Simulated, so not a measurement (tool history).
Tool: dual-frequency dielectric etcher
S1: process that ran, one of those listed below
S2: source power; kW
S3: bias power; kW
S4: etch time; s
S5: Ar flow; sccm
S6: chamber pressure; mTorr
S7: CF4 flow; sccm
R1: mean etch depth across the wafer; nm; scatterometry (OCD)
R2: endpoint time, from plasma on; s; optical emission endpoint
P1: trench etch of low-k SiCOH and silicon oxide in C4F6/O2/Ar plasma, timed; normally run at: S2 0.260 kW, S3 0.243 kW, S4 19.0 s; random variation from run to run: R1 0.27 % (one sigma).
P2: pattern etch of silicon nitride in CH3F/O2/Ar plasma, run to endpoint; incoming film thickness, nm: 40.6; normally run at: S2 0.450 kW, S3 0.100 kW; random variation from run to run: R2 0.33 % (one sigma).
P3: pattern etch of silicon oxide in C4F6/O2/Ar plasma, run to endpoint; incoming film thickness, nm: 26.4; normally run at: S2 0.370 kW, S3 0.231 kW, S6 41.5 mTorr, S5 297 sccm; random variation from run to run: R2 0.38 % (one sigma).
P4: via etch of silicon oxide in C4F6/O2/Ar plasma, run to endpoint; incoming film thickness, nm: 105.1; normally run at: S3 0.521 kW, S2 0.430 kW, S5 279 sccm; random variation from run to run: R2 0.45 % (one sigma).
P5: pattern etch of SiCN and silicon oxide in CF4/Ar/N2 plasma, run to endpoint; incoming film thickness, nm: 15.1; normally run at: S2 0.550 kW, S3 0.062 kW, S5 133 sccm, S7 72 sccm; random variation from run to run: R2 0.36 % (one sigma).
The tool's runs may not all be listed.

Run 1, day 0.400: S1 P1, S2 0.260 kW, S3 0.243 kW, S4 19.0 s. Result: R1 53.562 nm.
Run 2, day 1.142: S1 P2, S2 0.450 kW, S3 0.100 kW. Result: R2 50.3220 s.
Run 3, day 1.846: S1 P1, S2 0.260 kW, S3 0.339 kW, S4 19.0 s. Result: R1 60.154 nm.
Run 4, day 2.512: S1 P4, S2 0.430 kW, S3 0.521 kW, S5 279 sccm. Result: R2 21.5800 s.
Run 5, day 2.896: S1 P1, S2 0.260 kW, S3 0.243 kW, S4 28.0 s. Result: R1 79.463 nm.
At day 3.021: source power generator calibrated.
Run 6, day 3.379: S1 P4, S2 0.430 kW, S3 0.521 kW, S5 279 sccm. Result: R2 21.7200 s.
Run 7, day 3.979: S1 P3, S2 0.370 kW, S3 0.231 kW, S5 297 sccm, S6 41.5 mTorr. Result: R2 8.3566 s.
Run 8, day 4.338: S1 P1, S2 0.320 kW, S3 0.243 kW, S4 19.0 s. Result: R1 58.243 nm.
Run 9, day 4.962: S1 P1, S2 0.260 kW, S3 0.243 kW, S4 19.0 s. Result: R1 53.384 nm.
Run 10, day 5.558: S1 P3, S2 0.370 kW, S3 0.231 kW, S5 396 sccm, S6 41.5 mTorr. Result: R2 8.5316 s.
Run 11, day 6.088: S1 P5, S2 0.550 kW, S3 0.062 kW, S5 133 sccm, S7 72 sccm. Result: R2 16.0350 s.
Run 12, day 6.533: S1 P1, S2 0.170 kW, S3 0.243 kW, S4 19.0 s. Result: R1 45.882 nm.
Run 13, day 6.896: S1 P3, S2 0.370 kW, S3 0.276 kW, S5 297 sccm, S6 41.5 mTorr. Result: R2 7.8258 s.
Run 14, day 7.471: S1 P4, S2 0.510 kW, S3 0.521 kW, S5 279 sccm. Result: R2 20.2710 s.
Run 15, day 8.121: S1 P5, S2 0.550 kW, S3 0.062 kW, S5 133 sccm, S7 87 sccm. Result: R2 15.4740 s.
Run 16, day 8.633: S1 P1, S2 0.260 kW, S3 0.243 kW, S4 19.0 s. Result: R1 53.570 nm.
Run 17, day 9.150: S1 P1, S2 0.260 kW, S3 0.243 kW, S4 19.0 s. Result: R1 53.631 nm.
Run 18, day 9.550: S1 P1, S2 0.260 kW, S3 0.243 kW, S4 11.5 s. Result: R1 32.526 nm.
Run 19, day 10.129: S1 P5, S2 0.550 kW, S3 0.062 kW, S5 100 sccm, S7 72 sccm. Result: R2 15.3170 s.
Run 20, day 10.604: S1 P1, S2 0.260 kW, S3 0.243 kW, S4 19.0 s. Result: R1 53.584 nm.
Run 21, day 11.075: S1 P2, S2 0.530 kW, S3 0.100 kW. Result: R2 47.3730 s.
Run 22, day 11.808: S1 P5, S2 0.550 kW, S3 0.079 kW, S5 133 sccm, S7 72 sccm. Result: R2 14.6670 s.
Run 23, day 12.229: S1 P2, S2 0.450 kW, S3 0.122 kW. Result: R2 46.7420 s.
Run 24, day 12.733: S1 P1, S2 0.260 kW, S3 0.243 kW, S4 19.0 s. Result: R1 53.850 nm.
Run 25, day 13.408: S1 P5, S2 0.410 kW, S3 0.062 kW, S5 133 sccm, S7 72 sccm. Result: R2 20.6900 s.
Run 26, day 14.067: S1 P3, S2 0.250 kW, S3 0.231 kW, S5 297 sccm, S6 41.5 mTorr. Result: R2 9.6548 s.
Run 27, day 14.596: S1 P3, S2 0.370 kW, S3 0.231 kW, S5 297 sccm, S6 55.0 mTorr. Result: R2 8.5851 s.
Run 28, day 15.138: S1 P2, S2 0.450 kW, S3 0.100 kW. Result: R2 50.6690 s.
Run 29, day 15.829: S1 P3, S2 0.370 kW, S3 0.231 kW, S5 297 sccm, S6 41.5 mTorr. Result: R2 8.3648 s.
Run 30, day 16.504: S1 P4, S2 0.430 kW, S3 0.367 kW, S5 279 sccm. Result: R2 24.6980 s.
Run 31, day 17.054: S1 P4, S2 0.430 kW, S3 0.521 kW, S5 387 sccm. Result: R2 22.7000 s.
Run 32, day 17.729: S1 P1, S2 0.350 kW, S3 0.243 kW, S4 14.0 s. Result: R1 44.183 nm.
Run 33, day 18.329: S1 P1, S2 0.260 kW, S3 0.150 kW, S4 19.0 s. Result: R1 45.798 nm.
Run 34, day 18.892: S1 P1, S2 0.260 kW, S3 0.243 kW, S4 19.0 s. Result: R1 53.587 nm.
Run 35, day 19.562: S1 P1, S2 0.260 kW, S3 0.243 kW, S4 19.0 s. Result: R1 53.372 nm.
Run 36, day 19.954: S1 P1, S2 0.260 kW, S3 0.243 kW, S4 19.0 s. Result: R1 53.292 nm.

Forecast run 37:
Run 37, day 20.417: S1 P1, S2 0.260 kW, S3 0.243 kW, S4 19.0 s. Result: R1 ?.

Run 37 gave R1 52.967 nm.

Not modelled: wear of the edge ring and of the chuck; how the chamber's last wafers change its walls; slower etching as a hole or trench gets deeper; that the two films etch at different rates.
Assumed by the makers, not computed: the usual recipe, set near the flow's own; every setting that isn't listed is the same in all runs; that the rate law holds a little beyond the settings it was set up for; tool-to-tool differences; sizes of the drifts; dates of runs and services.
